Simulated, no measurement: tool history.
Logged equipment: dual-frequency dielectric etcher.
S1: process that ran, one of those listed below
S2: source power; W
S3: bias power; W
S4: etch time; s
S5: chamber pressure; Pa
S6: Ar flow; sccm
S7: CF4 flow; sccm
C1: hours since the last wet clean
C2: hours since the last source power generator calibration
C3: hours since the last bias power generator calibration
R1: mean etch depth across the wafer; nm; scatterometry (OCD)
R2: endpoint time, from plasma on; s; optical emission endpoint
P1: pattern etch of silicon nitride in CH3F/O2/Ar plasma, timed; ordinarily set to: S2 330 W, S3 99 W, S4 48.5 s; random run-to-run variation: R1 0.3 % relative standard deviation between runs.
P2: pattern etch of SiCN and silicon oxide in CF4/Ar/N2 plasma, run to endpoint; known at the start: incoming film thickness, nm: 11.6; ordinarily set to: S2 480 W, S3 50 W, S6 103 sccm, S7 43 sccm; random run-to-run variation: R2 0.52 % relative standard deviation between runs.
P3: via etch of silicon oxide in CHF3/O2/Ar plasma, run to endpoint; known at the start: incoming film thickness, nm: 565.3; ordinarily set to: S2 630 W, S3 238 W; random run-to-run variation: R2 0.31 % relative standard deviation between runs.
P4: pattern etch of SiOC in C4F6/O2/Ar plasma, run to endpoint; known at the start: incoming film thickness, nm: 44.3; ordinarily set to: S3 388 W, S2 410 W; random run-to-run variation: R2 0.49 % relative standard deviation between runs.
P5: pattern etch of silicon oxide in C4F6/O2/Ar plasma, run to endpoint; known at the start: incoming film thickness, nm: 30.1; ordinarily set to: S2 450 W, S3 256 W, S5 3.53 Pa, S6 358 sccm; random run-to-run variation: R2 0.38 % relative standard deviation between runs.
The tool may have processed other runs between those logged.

run     day  S1   S2   S3    S4    S5   S6  S7     C1      C2      C3      R1        R2
  1   0.483  P1  330   99  48.5                 332.6  1690.3  2144.4  36.442
  2   0.708  P4  410  388                       338.0  1695.7  2149.8           16.2590
  3   1.054  P5  630  256        3.53  358      346.3  1704.0  2158.1            7.1647
  4   1.421  P1  330   99  38.0                 355.1  1712.8  2166.9  28.597
  5   1.771  P1  390   99  70.5                 363.5  1721.2  2175.3  56.486
  6   2.092  P2  480   50              103  32  371.2  1728.9  2183.0           16.4140
  7   2.504  P3  630  238                       381.1  1738.8  2192.9          257.2300
  8   2.817  P4  410  245                       388.6  1746.3  2200.4           19.2070
  9   3.054  P1  330  136  58.0                 394.3  1752.0  2206.1  49.290
 10   3.525  P1  330   99  48.5                 405.6  1763.3  2217.4  36.439
 11   3.900  P3  630  238                       414.6  1772.3  2226.4          254.5000
 12   4.142  P1  330   99  48.5                 420.4  1778.1  2232.2  36.432
 13   4.567  P1  330   99  48.5                 430.6  1788.3  2242.4  36.449
 14   4.875  P1  240   99  48.5                 438.0  1795.7  2249.8  32.483
 15   5.392  P2  480   50              103  43  450.4  1808.1  2262.2           15.4420
 16   5.896  P1  330   99  48.5                 462.5  1820.2  2274.3  36.381
 17   6.283  P5  450  256        3.53  358      471.8  1829.5  2283.6            8.1010
 18   6.650  P1  440   99  48.5                 480.6  1838.3  2292.4  40.505
 19   6.958  P5  450  336        3.53  358      488.0  1845.7  2299.8            7.4023
 20   7.379  P1  330  130  48.5                 498.1  1855.8  2309.9  40.244
 21   7.792  P2  480   50              145  43  508.0  1865.7  2319.8           16.4850
 22   8.267  P1  330   99  48.5                 519.4  1877.1  2331.2  36.277
 23   8.704  P5  450  256        4.20  358      529.9  1887.6  2341.7            8.3976
 24   9.196  P3  630  138                       541.7  1899.4  2353.5          307.7300
 25   9.558  P3  840  238                       550.4  1908.1  2362.2          229.4400
 26   9.875  P4  410  388                       558.0  1915.7  2369.8           16.4040
 27  10.229  P2  480   38              103  43  566.5  1924.2  2378.3           16.8890
 28  10.650  P2  670   50              103  43  576.6  1934.3  2388.4           11.5580
 29  11.000  P1  330   78  48.5                 585.0  1942.7  2396.8  33.450
 30  11.525  P4  310  388                       597.6  1955.3  2409.4           18.1120
 31  11.800  P1  330   99  59.5                 604.2  1961.9  2416.0  44.653
 32  12.138  P5  450  256        3.53  243      612.3  1970.0  2424.1            7.8216
 33  12.392  P1  330  121  29.0                 618.4  1976.1  2430.2  23.485
 34  12.779  P1  330   99  48.5                 627.7  1985.4  2439.5  36.414
 35  13.242  P1  330   99  48.5                 638.8  1996.5  2450.6  36.116
 36  13.475  P1  330   99  48.5                 644.4  2002.1  2456.2  35.921
 37  13.775  P1  330   99  48.5                 651.6  2009.3  2463.4  35.987
 38  14.008  P1  330   99  48.5                 657.2  2014.9  2469.0  35.898
     14.279  -- wet clean of the chamber
 39  14.438  P1  330   99  48.5                   3.9  2025.2  2479.3  35.818
 40  14.929  P1  330   99  48.5                  15.7  2037.0  2491.1  36.168
 41  15.233  P1  330   99  48.5                  23.0  2044.3  2498.4  35.947

Something has made what P1 gives creep away from where it was; the 2 causes below, each at its own stated size, fit the log equally well:
A: bias power that arrives under what is set, % = 3.92
B: source power that arrives under what is set, % = 3.91
The process output started creeping at around day 12.779.
Every other cause this tool's parts could produce, and why it does not fit the log:
chamber walls in a state that lowers the etch rate, %: serviced at day 14.279, after the change had begun; the process did not return to its earlier output

You are offered 4 check runs, listed below with question marks in place of their results; each one averages 3 wafers. Which run separates the listed causes by giving clearly different results for each?
check 1  15.538  P2  480   39            142  43                   ?
check 2  15.538  P3  720  175                                      ?
check 3  15.538  P5  520  256      3.53  358                       ?
check 4  15.538  P4  340  295                                      ?

Expected result of each check under each candidate cause:
  check  result      if A      if B
check 1      R2   18.1810   18.5780
check 2      R2  273.6800  274.2800
check 3      R2    7.8341    7.8500
check 4      R2   19.6550   19.6800
Distance between the nearest two causes, measured in the result of the check that separates them most: check 1 2.16 %; check 2 0.22 %; check 3 0.2 %; check 4 0.13 %
Of the check runs offered, only check 1 discriminates between the causes; the rest would read about the same regardless of which cause applies.

With check 1 done, the readings were: R2 18.7140 s. Identify which of the listed causes applies.

The cause is B: source power that arrives under what is set, %.
